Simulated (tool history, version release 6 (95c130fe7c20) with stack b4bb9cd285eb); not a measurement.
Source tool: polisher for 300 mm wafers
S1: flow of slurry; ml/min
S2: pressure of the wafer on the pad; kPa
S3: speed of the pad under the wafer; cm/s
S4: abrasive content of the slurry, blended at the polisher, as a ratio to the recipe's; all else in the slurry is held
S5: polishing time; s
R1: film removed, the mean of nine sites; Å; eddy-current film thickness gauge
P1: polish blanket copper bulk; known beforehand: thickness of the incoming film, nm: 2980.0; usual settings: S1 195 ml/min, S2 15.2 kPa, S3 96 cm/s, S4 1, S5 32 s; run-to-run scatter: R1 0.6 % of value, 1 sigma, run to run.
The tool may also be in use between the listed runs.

{"run": 1, "hour": 6.6, "S1": 195, "S2": 15.2, "S3": 96, "S4": 1, "S5": 32, "R1": 2555}
{"run": 2, "hour": 12.7, "S1": 195, "S2": 23.4, "S3": 96, "S4": 1, "S5": 32, "R1": 4023.8}
{"run": 3, "hour": 16.0, "S1": 195, "S2": 15.2, "S3": 54, "S4": 1, "S5": 32, "R1": 1469.8}
{"run": 4, "hour": 19.7, "S1": 195, "S2": 15.2, "S3": 96, "S4": 1, "S5": 40, "R1": 3255.7}
{"run": 5, "hour": 25.8, "S1": 195, "S2": 15.2, "S3": 96, "S4": 1, "S5": 32, "R1": 2575}
{"run": 6, "hour": 31.2, "S1": 195, "S2": 10.3, "S3": 96, "S4": 1.45, "S5": 32, "R1": 1917.8}
{"run": 7, "hour": 34.2, "S1": 115, "S2": 15.2, "S3": 96, "S4": 1, "S5": 32, "R1": 2379.9}
{"run": 8, "hour": 40.7, "S1": 195, "S2": 15.2, "S3": 96, "S4": 1.45, "S5": 32, "R1": 2795.9}
{"run": 9, "hour": 45.2, "S1": 195, "S2": 22.1, "S3": 96, "S4": 1.35, "S5": 32, "R1": 4044.5}
{"run": 10, "hour": 51.1, "S1": 195, "S2": 15.2, "S3": 96, "S4": 1, "S5": 16, "R1": 1289.2}
{"run": 11, "hour": 57.6, "S1": 195, "S2": 15.2, "S3": 148, "S4": 1, "S5": 32, "R1": 4018.4}
{"run": 12, "hour": 63.8, "S1": 195, "S2": 15.2, "S3": 96, "S4": 1, "S5": 32, "R1": 2600.1}
{"run": 13, "hour": 67.2, "S1": 195, "S2": 15.2, "S3": 70, "S4": 1, "S5": 18, "R1": 1071.8}
{"run": 14, "hour": 72.0, "S1": 265, "S2": 15.2, "S3": 96, "S4": 1, "S5": 32, "R1": 2683.8}
{"run": 15, "hour": 78.1, "S1": 195, "S2": 7.6, "S3": 96, "S4": 1, "S5": 32, "R1": 1295.8}
{"run": 16, "hour": 82.2, "S1": 195, "S2": 15.2, "S3": 96, "S4": 1, "S5": 32, "R1": 2608.7}
{"run": 17, "hour": 86.8, "S1": 195, "S2": 15.2, "S3": 96, "S4": 1, "S5": 32, "R1": 2604.8}
{"run": 18, "hour": 90.0, "S1": 195, "S2": 15.2, "S3": 96, "S4": 0.65, "S5": 32, "R1": 2367.4}
{"run": 19, "hour": 93.2, "S1": 195, "S2": 15.2, "S3": 96, "S4": 1, "S5": 32, "R1": 2613.8}

Run 20, settings as shown, results not yet in. Your forecast:
{"run": 20, "hour": 99.4, "S1": 195, "S2": 15.2, "S3": 96, "S4": 1, "S5": 32, "R1": "?"}

For run 20 the tool returned R1 2544.5 Å.

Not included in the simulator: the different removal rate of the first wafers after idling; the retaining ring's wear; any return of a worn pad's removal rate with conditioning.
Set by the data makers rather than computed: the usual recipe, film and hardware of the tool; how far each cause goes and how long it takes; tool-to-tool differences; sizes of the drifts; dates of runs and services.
